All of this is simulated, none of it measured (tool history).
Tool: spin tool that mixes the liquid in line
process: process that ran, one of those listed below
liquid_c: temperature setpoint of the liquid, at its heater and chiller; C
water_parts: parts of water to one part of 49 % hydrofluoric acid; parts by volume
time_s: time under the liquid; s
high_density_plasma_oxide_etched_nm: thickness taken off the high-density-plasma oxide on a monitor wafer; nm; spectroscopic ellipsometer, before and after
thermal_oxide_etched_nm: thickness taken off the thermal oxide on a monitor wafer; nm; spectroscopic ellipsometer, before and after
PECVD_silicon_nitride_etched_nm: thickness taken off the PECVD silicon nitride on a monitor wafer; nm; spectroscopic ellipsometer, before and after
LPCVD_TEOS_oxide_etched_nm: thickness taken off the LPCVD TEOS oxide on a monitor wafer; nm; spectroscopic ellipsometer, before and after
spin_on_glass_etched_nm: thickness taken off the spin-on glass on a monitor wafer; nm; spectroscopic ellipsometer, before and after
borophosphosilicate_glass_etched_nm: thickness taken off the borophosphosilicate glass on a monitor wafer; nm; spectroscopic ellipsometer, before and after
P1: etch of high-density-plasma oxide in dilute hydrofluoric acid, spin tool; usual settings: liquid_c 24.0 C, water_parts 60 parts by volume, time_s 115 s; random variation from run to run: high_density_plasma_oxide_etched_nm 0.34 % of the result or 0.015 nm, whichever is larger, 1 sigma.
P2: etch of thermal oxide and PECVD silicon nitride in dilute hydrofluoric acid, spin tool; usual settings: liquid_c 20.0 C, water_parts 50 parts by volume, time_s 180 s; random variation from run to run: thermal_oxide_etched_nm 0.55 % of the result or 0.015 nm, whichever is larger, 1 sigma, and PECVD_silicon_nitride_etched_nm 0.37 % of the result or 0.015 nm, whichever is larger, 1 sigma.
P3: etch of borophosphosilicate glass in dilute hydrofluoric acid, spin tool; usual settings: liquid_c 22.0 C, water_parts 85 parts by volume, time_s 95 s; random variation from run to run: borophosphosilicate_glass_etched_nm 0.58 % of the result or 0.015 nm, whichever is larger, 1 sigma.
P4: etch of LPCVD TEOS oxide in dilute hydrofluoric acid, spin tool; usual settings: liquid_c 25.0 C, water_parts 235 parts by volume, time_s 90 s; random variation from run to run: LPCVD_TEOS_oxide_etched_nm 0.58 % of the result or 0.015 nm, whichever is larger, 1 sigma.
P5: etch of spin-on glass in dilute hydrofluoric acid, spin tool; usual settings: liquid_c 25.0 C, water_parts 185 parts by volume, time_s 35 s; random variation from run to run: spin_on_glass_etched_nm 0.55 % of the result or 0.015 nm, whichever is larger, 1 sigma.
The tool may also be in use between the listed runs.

run,hour,process,liquid_c,water_parts,time_s,hours since the thermometer was replaced,hours since the hydrofluoric acid flow meter was replaced,high_density_plasma_oxide_etched_nm,thermal_oxide_etched_nm,PECVD_silicon_nitride_etched_nm,LPCVD_TEOS_oxide_etched_nm,spin_on_glass_etched_nm,borophosphosilicate_glass_etched_nm
1,6.2,P1,24.0,60,115,553.6,1155.7,21.3190,,,,,
2,12.6,P2,20.0,50,180,560.0,1162.1,,14.727,10.5970,,,
3,22.3,P1,24.0,100,115,569.7,1171.8,12.0180,,,,,
4,29.6,P1,24.0,60,115,577.0,1179.1,21.1360,,,,,
5,36.5,P2,20.0,70,180,583.9,1186.0,,10.432,7.7030,,,
6,43.3,P2,17.0,50,180,590.7,1192.8,,13.195,8.5934,,,
7,51.9,P4,25.0,235,90,599.3,1201.4,,,,10.8300,,
8,59.1,P4,17.0,235,90,606.5,1208.6,,,,8.0172,,
9,64.3,P5,25.0,185,15,611.7,1213.8,,,,,2.3544,
10,73.0,P5,25.0,50,35,620.4,1222.5,,,,,24.1520,
11,83.8,P5,25.0,185,35,631.2,1233.3,,,,,5.4973,
12,88.7,P3,22.0,85,45,636.1,1238.2,,,,,,15.068
13,97.5,P3,17.0,85,95,644.9,1247.0,,,,,,25.701
14,102.6,P3,22.0,130,95,650.0,1252.1,,,,,,19.704
15,110.4,P2,20.0,50,260,657.8,1259.9,,21.710,15.3930,,,
16,118.6,P4,25.0,80,90,666.0,1268.1,,,,38.0660,,
17,123.7,P1,28.5,60,115,671.1,1273.2,25.3360,,,,,
18,135.0,P1,24.0,60,115,682.4,1284.5,21.1000,,,,,
19,144.6,P1,24.0,60,200,692.0,1294.1,36.7830,,,,,
20,152.0,P1,24.0,25,115,699.4,1301.5,53.2150,,,,,
21,159.9,P1,24.0,60,115,707.3,1309.4,21.2220,,,,,
22,169.5,P2,20.0,50,180,716.9,1319.0,,14.913,10.5990,,,
23,174.4,P1,18.5,100,115,721.8,1323.9,9.7465,,,,,
24,184.4,P1,24.0,60,55,731.8,1333.9,10.1600,,,,,
25,191.5,P3,22.0,85,95,738.9,1341.0,,,,,,31.671
26,201.8,P1,17.0,60,115,749.2,1351.3,15.8320,,,,,
27,210.9,P1,24.0,60,115,758.3,1360.4,21.1090,,,,,
28,220.1,P4,25.0,235,175,767.5,1369.6,,,,20.8070,,
29,227.6,P5,25.0,185,35,775.0,1377.1,,,,,5.5346,
30,236.3,P1,24.0,60,115,783.7,1385.8,21.0310,,,,,
31,246.0,P5,20.0,185,35,793.4,1395.5,,,,,4.6045,
32,256.3,P4,25.0,235,90,803.7,1405.8,,,,10.6050,,
33,265.2,P1,24.0,60,115,812.6,1414.7,21.2840,,,,,
34,273.2,P1,24.0,60,115,820.6,1422.7,20.5940,,,,,
35,278.5,P1,24.0,60,115,825.9,1428.0,20.4150,,,,,
36,287.4,P1,24.0,60,115,834.8,1436.9,20.2490,,,,,
37,293.1,P1,24.0,60,115,840.5,1442.6,20.0200,,,,,
38,301.1,P1,24.0,60,115,848.5,1450.6,20.0310,,,,,
39,308.4,P1,24.0,60,115,855.8,1457.9,20.0490,,,,,
40,319.7,P1,24.0,60,115,867.1,1469.2,19.9710,,,,,

What P1 gives has crept away from where it was. These 2 causes fit the log equally well, each at the size given:
A: liquid colder than its thermometer reads (K) = 1.45
B: hydrofluoric acid flow below the setpoint (%) = 5.34
The creep began at about hour 265.2.

4 check runs are offered, one wafer each, their results left as question marks. Which one tells the causes apart?
check 1,331.0,P5,20.5,185,20,,,,,,,?,
check 2,331.0,P2,17.0,50,180,,,,?,?,,,
check 3,331.0,P3,18.5,85,50,,,,,,,,?
check 4,331.0,P4,17.5,155,90,,,,,,?,,

What each check would give under each cause:
check,result,if A,if B
check 1,spin_on_glass_etched_nm,2.5125,2.4906
check 2,thermal_oxide_etched_nm,12.288,12.355
check 2,PECVD_silicon_nitride_etched_nm,7.7433,8.1441
check 3,borophosphosilicate_glass_etched_nm,13.609,13.624
check 4,LPCVD_TEOS_oxide_etched_nm,12.4120,12.3630
How far apart the two closest causes lie, in the result that separates them most: check 1 0.87 %; check 2 5.05 %; check 3 0.11 %; check 4 0.39 %
Check 2 tells the causes apart: in the others they would give nearly the same result.

Then check 2 was run and gave: thermal_oxide_etched_nm 12.367 nm; PECVD_silicon_nitride_etched_nm 8.1271 nm. Which cause is it?

It is B: hydrofluoric acid flow below the setpoint (%).
